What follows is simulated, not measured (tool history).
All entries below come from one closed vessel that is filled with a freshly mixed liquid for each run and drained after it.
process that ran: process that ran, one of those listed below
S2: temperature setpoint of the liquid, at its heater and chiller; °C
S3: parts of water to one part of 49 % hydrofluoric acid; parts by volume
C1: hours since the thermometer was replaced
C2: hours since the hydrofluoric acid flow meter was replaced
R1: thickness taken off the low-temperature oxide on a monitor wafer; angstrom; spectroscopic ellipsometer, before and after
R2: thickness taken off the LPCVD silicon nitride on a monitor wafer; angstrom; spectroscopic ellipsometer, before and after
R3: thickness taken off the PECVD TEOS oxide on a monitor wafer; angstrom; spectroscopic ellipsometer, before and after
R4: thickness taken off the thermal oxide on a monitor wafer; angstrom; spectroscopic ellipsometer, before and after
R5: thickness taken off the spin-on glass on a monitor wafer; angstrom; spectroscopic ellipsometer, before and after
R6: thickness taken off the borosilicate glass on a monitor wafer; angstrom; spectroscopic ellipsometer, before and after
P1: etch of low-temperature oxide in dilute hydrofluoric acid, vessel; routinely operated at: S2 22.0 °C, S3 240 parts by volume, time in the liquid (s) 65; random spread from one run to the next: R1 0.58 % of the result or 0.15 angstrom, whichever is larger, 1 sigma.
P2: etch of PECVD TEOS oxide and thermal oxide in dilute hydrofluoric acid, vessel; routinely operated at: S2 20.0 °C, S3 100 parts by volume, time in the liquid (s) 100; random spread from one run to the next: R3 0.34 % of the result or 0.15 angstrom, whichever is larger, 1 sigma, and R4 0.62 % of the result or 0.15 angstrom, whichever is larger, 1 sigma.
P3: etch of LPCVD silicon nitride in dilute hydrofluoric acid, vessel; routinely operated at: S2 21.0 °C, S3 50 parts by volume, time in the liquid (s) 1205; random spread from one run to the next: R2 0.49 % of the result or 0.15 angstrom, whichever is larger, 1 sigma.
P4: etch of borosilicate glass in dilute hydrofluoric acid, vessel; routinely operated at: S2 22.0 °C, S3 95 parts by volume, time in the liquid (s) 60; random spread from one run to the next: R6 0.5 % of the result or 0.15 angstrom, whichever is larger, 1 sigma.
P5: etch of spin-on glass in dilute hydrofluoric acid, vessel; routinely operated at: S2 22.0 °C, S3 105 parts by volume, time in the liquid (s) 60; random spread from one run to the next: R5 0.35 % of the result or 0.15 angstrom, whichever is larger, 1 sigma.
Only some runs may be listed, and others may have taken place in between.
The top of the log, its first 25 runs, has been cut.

{"run": 26, "hour": 321.8, "process that ran": "P1", "S2": 22.0, "S3": 130, "time in the liquid (s)": 65, "C1": 660.5, "C2": 142.4, "R1": 127.86}
{"run": 27, "hour": 334.0, "process that ran": "P1", "S2": 27.0, "S3": 240, "time in the liquid (s)": 120, "C1": 672.7, "C2": 154.6, "R1": 137.09}
{"run": 28, "hour": 347.3, "process that ran": "P1", "S2": 22.0, "S3": 240, "time in the liquid (s)": 65, "C1": 686.0, "C2": 167.9, "R1": 61.486}
{"run": 29, "hour": 362.3, "process that ran": "P5", "S2": 22.0, "S3": 105, "time in the liquid (s)": 30, "C1": 701.0, "C2": 182.9, "R5": 117.27}
{"run": 30, "hour": 370.7, "process that ran": "P4", "S2": 18.0, "S3": 95, "time in the liquid (s)": 60, "C1": 709.4, "C2": 191.3, "R6": 190.95}
{"run": 31, "hour": 380.9, "process that ran": "P1", "S2": 22.0, "S3": 240, "time in the liquid (s)": 65, "C1": 719.6, "C2": 201.5, "R1": 61.292}
{"run": 32, "hour": 390.3, "process that ran": "P1", "S2": 22.0, "S3": 240, "time in the liquid (s)": 65, "C1": 729.0, "C2": 210.9, "R1": 61.402}
{"run": 33, "hour": 402.0, "process that ran": "P1", "S2": 22.0, "S3": 240, "time in the liquid (s)": 65, "C1": 740.7, "C2": 222.6, "R1": 60.197}
{"run": 34, "hour": 414.7, "process that ran": "P1", "S2": 22.0, "S3": 240, "time in the liquid (s)": 65, "C1": 753.4, "C2": 235.3, "R1": 58.204}
{"run": 35, "hour": 427.3, "process that ran": "P1", "S2": 22.0, "S3": 240, "time in the liquid (s)": 65, "C1": 766.0, "C2": 247.9, "R1": 57.486}

Forecast run 36:
{"run": 36, "hour": 435.4, "process that ran": "P1", "S2": 22.0, "S3": 240, "time in the liquid (s)": 65, "C1": 774.1, "C2": 256.0, "R1": "?"}

{"run 36": {"R1": 56.699}}
